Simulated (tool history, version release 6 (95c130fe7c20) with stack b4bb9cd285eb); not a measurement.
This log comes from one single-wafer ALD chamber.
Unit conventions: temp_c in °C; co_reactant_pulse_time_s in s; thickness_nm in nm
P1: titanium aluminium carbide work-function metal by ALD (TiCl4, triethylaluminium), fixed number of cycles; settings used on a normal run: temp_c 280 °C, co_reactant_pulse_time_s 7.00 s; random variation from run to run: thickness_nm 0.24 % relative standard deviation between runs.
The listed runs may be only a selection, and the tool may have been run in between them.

run,hour,temp_c,co_reactant_pulse_time_s,hours since the last thermocouple change,hours since the last triethylaluminium bottle change,thickness_nm
1,14.4,280,7.00,591.6,417.0,1.6504
2,27.5,304,7.00,604.7,430.1,1.8447
3,36.1,280,7.00,613.3,438.7,1.6510
4,52.3,280,7.00,629.5,454.9,1.6544
# hour 60.0: triethylaluminium bottle replaced
5,63.8,268,9.16,641.0,3.9,1.6399
6,75.5,256,7.00,652.7,15.6,1.4755
7,92.6,280,7.00,669.8,32.7,1.6545
8,105.4,280,2.68,682.6,45.5,1.0984
9,121.2,280,10.21,698.4,61.3,1.7593
10,138.5,280,7.00,715.7,78.6,1.6555
11,154.2,280,7.00,731.4,94.3,1.6589
12,162.2,280,7.00,739.4,102.3,1.6603
13,176.4,280,7.00,753.6,116.5,1.6340
14,188.3,280,7.00,765.5,128.4,1.6284
15,205.3,280,7.00,782.5,145.4,1.6291
16,220.5,280,7.00,797.7,160.6,1.6276
17,233.7,280,7.00,810.9,173.8,1.6196
18,248.2,280,7.00,825.4,188.3,1.6165

P1 has crept away from where it was. The log is fitted equally well by each of these 2 causes, at the sizes shown:
A: wafer temperature below the value expected at the setpoint (K) = 4.19
B: triethylaluminium dose below that of a fresh bottle (%) = 7.49
The creep began at about hour 162.2.

The check runs listed below each take one wafer, and their results are still question marks. Under which run would the listed causes lead to clearly different results?
check 1,262.7,293,7.00,,,?
check 2,262.7,295,8.63,,,?
check 3,262.7,292,7.00,,,?
check 4,262.7,271,3.20,,,?

If the cause were each of the candidates in turn, the checks would give the following:
check,result,if A,if B
check 1,thickness_nm,1.7224,1.7209
check 2,thickness_nm,1.8114,1.8208
check 3,thickness_nm,1.7146,1.7132
check 4,thickness_nm,1.1399,1.1135
Smallest distance between any two causes, each pair judged by its most separating result, in per cent: check 1 0.09 %; check 2 0.52 %; check 3 0.08 %; check 4 2.34 %
Check 4 is the one run that separates the causes; every other check would come out nearly the same whichever cause is at work.

The results of check 4 are: thickness_nm 1.1413 nm. Based on these, which of the listed causes is it?

It is A: wafer temperature below the value expected at the setpoint (K).
